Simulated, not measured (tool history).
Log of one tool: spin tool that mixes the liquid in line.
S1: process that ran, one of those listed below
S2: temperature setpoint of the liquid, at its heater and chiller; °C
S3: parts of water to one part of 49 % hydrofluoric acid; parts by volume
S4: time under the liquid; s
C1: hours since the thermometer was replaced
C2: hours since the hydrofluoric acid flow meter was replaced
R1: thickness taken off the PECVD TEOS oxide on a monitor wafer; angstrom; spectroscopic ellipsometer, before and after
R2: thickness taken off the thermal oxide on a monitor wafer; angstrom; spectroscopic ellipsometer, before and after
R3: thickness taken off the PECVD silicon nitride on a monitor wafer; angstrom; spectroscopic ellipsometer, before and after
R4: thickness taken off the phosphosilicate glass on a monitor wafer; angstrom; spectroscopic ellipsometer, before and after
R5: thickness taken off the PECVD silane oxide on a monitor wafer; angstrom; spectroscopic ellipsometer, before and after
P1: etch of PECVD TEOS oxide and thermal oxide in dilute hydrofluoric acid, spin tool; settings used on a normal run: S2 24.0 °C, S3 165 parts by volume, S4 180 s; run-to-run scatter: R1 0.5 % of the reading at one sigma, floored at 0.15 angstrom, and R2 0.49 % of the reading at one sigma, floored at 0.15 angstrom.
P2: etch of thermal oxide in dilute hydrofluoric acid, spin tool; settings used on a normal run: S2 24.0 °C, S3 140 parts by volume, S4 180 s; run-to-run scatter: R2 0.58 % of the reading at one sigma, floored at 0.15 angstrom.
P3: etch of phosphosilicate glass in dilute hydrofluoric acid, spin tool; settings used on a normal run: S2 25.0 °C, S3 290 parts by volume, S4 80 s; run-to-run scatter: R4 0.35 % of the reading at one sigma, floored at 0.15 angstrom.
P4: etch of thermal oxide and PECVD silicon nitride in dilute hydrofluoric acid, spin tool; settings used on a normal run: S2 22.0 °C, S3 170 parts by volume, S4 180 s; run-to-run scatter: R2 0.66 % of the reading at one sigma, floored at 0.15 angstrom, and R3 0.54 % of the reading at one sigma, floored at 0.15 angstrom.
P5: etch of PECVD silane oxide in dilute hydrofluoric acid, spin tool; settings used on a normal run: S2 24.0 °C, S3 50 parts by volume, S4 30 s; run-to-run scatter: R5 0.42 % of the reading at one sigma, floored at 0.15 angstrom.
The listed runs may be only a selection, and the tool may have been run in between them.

run 1 hour=6.2 | S1=P1 S2=24.0 S3=165 S4=180 | C1=258.0 C2=1020.8 | R1=89.259 R2=45.8260
run 2 hour=9.2 | S1=P4 S2=22.0 S3=170 S4=180 | C1=261.0 C2=1023.8 | R2=42.1360 R3=53.3250
run 3 hour=12.9 | S1=P3 S2=17.0 S3=290 S4=80 | C1=264.7 C2=1027.5 | R4=259.250
run 4 hour=18.4 | S1=P1 S2=24.0 S3=165 S4=180 | C1=270.2 C2=1033.0 | R1=90.480 R2=45.9410
run 5 hour=24.4 | S1=P1 S2=24.0 S3=90 S4=350 | C1=276.2 C2=1039.0 | R1=350.900 R2=178.5000
run 6 hour=29.4 | S1=P2 S2=24.0 S3=140 S4=360 | C1=281.2 C2=1044.0 | R2=115.1200
run 7 hour=34.7 | S1=P1 S2=24.0 S3=165 S4=180 | C1=286.5 C2=1049.3 | R1=90.076 R2=45.4260
run 8 hour=39.9 | S1=P5 S2=24.0 S3=90 S4=30 | C1=291.7 C2=1054.5 | R5=65.267
run 9 hour=46.0 | S1=P3 S2=25.0 S3=290 S4=20 | C1=297.8 C2=1060.6 | R4=87.231
run 10 hour=51.0 | S1=P5 S2=30.0 S3=50 S4=30 | C1=302.8 C2=1065.6 | R5=156.770
run 11 hour=54.9 | S1=P4 S2=22.0 S3=80 S4=180 | C1=306.7 C2=1069.5 | R2=98.4180 R3=111.2900
run 12 hour=58.9 | S1=P4 S2=22.0 S3=170 S4=25 | C1=310.7 C2=1073.5 | R2=5.8915 R3=7.3256
run 13 hour=64.4 | S1=P2 S2=24.0 S3=140 S4=180 | C1=316.2 C2=1079.0 | R2=57.5350
run 14 hour=70.3 | S1=P3 S2=25.0 S3=290 S4=80 | C1=322.1 C2=1084.9 | R4=348.040
run 15 hour=75.5 | S1=P5 S2=24.0 S3=50 S4=30 | C1=327.3 C2=1090.1 | R5=123.710
run 16 hour=78.7 | S1=P2 S2=17.0 S3=140 S4=180 | C1=330.5 C2=1093.3 | R2=43.7770
run 17 hour=83.4 | S1=P4 S2=22.0 S3=170 S4=180 | C1=335.2 C2=1098.0 | R2=42.1610 R3=53.1750
run 18 hour=87.3 | S1=P1 S2=24.0 S3=165 S4=180 | C1=339.1 C2=1101.9 | R1=90.319 R2=45.4600
run 19 hour=93.5 | S1=P4 S2=17.0 S3=170 S4=180 | C1=345.3 C2=1108.1 | R2=33.7330 R3=37.7340
run 20 hour=97.5 | S1=P1 S2=24.0 S3=300 S4=180 | C1=349.3 C2=1112.1 | R1=43.244 R2=21.8120
run 21 hour=103.6 | S1=P1 S2=20.0 S3=165 S4=180 | C1=355.4 C2=1118.2 | R1=76.880 R2=39.2340
run 22 hour=107.9 | S1=P5 S2=24.0 S3=50 S4=30 | C1=359.7 C2=1122.5 | R5=124.290
run 23 hour=110.9 | S1=P5 S2=24.0 S3=50 S4=60 | C1=362.7 C2=1125.5 | R5=248.500
run 24 hour=116.0 | S1=P1 S2=24.0 S3=165 S4=180 | C1=367.8 C2=1130.6 | R1=89.138 R2=45.7340
run 25 hour=120.0 | S1=P3 S2=25.0 S3=455 S4=80 | C1=371.8 C2=1134.6 | R4=189.330
run 26 hour=126.4 | S1=P1 S2=24.0 S3=85 S4=180 | C1=378.2 C2=1141.0 | R1=194.600 R2=98.5000
run 27 hour=131.2 | S1=P2 S2=24.0 S3=25 S4=180 | C1=383.0 C2=1145.8 | R2=373.8200
run 28 hour=136.8 | S1=P1 S2=29.5 S3=165 S4=180 | C1=388.6 C2=1151.4 | R1=110.030 R2=56.1180
run 29 hour=142.9 | S1=P1 S2=24.0 S3=165 S4=290 | C1=394.7 C2=1157.5 | R1=145.640 R2=73.8270
run 30 hour=147.2 | S1=P1 S2=24.0 S3=165 S4=70 | C1=399.0 C2=1161.8 | R1=35.219 R2=17.8560
run 31 hour=153.3 | S1=P1 S2=24.0 S3=165 S4=180 | C1=405.1 C2=1167.9 | R1=89.539 R2=46.1300
run 32 hour=159.1 | S1=P1 S2=24.0 S3=165 S4=180 | C1=410.9 C2=1173.7 | R1=87.338 R2=44.4180
run 33 hour=163.6 | S1=P1 S2=24.0 S3=165 S4=180 | C1=415.4 C2=1178.2 | R1=86.371 R2=43.5460
run 34 hour=169.4 | S1=P1 S2=24.0 S3=165 S4=180 | C1=421.2 C2=1184.0 | R1=85.181 R2=42.9080
run 35 hour=172.6 | S1=P1 S2=24.0 S3=165 S4=180 | C1=424.4 C2=1187.2 | R1=85.231 R2=42.4960
run 36 hour=177.7 | S1=P1 S2=24.0 S3=165 S4=180 | C1=429.5 C2=1192.3 | R1=84.402 R2=42.7550
run 37 hour=183.9 | S1=P1 S2=24.0 S3=165 S4=180 | C1=435.7 C2=1198.5 | R1=82.795 R2=42.3120
run 38 hour=190.3 | S1=P1 S2=24.0 S3=165 S4=180 | C1=442.1 C2=1204.9 | R1=84.004 R2=41.8590
run 39 hour=196.5 | S1=P1 S2=24.0 S3=165 S4=180 | C1=448.3 C2=1211.1 | R1=83.362 R2=42.3390
run 40 hour=199.7 | S1=P1 S2=24.0 S3=165 S4=180 | C1=451.5 C2=1214.3 | R1=83.253 R2=42.1390
run 41 hour=203.6 | S1=P1 S2=24.0 S3=165 S4=180 | C1=455.4 C2=1218.2 | R1=82.314 R2=42.3900
run 42 hour=209.1 | S1=P1 S2=24.0 S3=165 S4=180 | C1=460.9 C2=1223.7 | R1=83.058 R2=42.1840

Something has made what P1 gives creep away from where it was; the 2 causes below, each at its own stated size, fit the log equally well:
A: liquid colder than its thermometer reads (K) = 2.18
B: hydrofluoric acid flow below the setpoint (%) = 6.76
At approximately hour 153.3, the process output began to creep.

Which of the check runs below tells the causes apart, meaning the causes would give it clearly different results? Each run uses 3 wafers whose results are averaged, and each result is shown as a question mark.
run check 1 hour=214.6 | S1=P3 S2=17.0 S3=290 S4=40 | R4=?
run check 2 hour=214.6 | S1=P4 S2=22.0 S3=170 S4=35 | R2=? R3=?
run check 3 hour=214.6 | S1=P5 S2=29.5 S3=80 S4=30 | R5=?
run check 4 hour=214.6 | S1=P2 S2=18.5 S3=140 S4=180 | R2=?

What each check would give under each cause:
check=check_1 result=R4 if_A=119.540 if_B=119.120
check=check_2 result=R2 if_A=7.4702 if_B=7.4841
check=check_2 result=R3 if_A=8.9271 if_B=9.6197
check=check_3 result=R5 if_A=84.842 if_B=85.355
check=check_4 result=R2 if_A=42.4190 if_B=42.8140
Gap, in per cent, between the two causes that each check separates least, read from the result that separates them most: check 1 0.35 %; check 2 7.47 %; check 3 0.6 %; check 4 0.93 %
Check 2 is the one run that separates the causes; every other check would come out nearly the same whichever cause is at work.

The results of check 2 are: R2 7.4620 angstrom; R3 8.8584 angstrom. Based on these, which of the listed causes is it?

Of the candidate causes, it is A: liquid colder than its thermometer reads (K).

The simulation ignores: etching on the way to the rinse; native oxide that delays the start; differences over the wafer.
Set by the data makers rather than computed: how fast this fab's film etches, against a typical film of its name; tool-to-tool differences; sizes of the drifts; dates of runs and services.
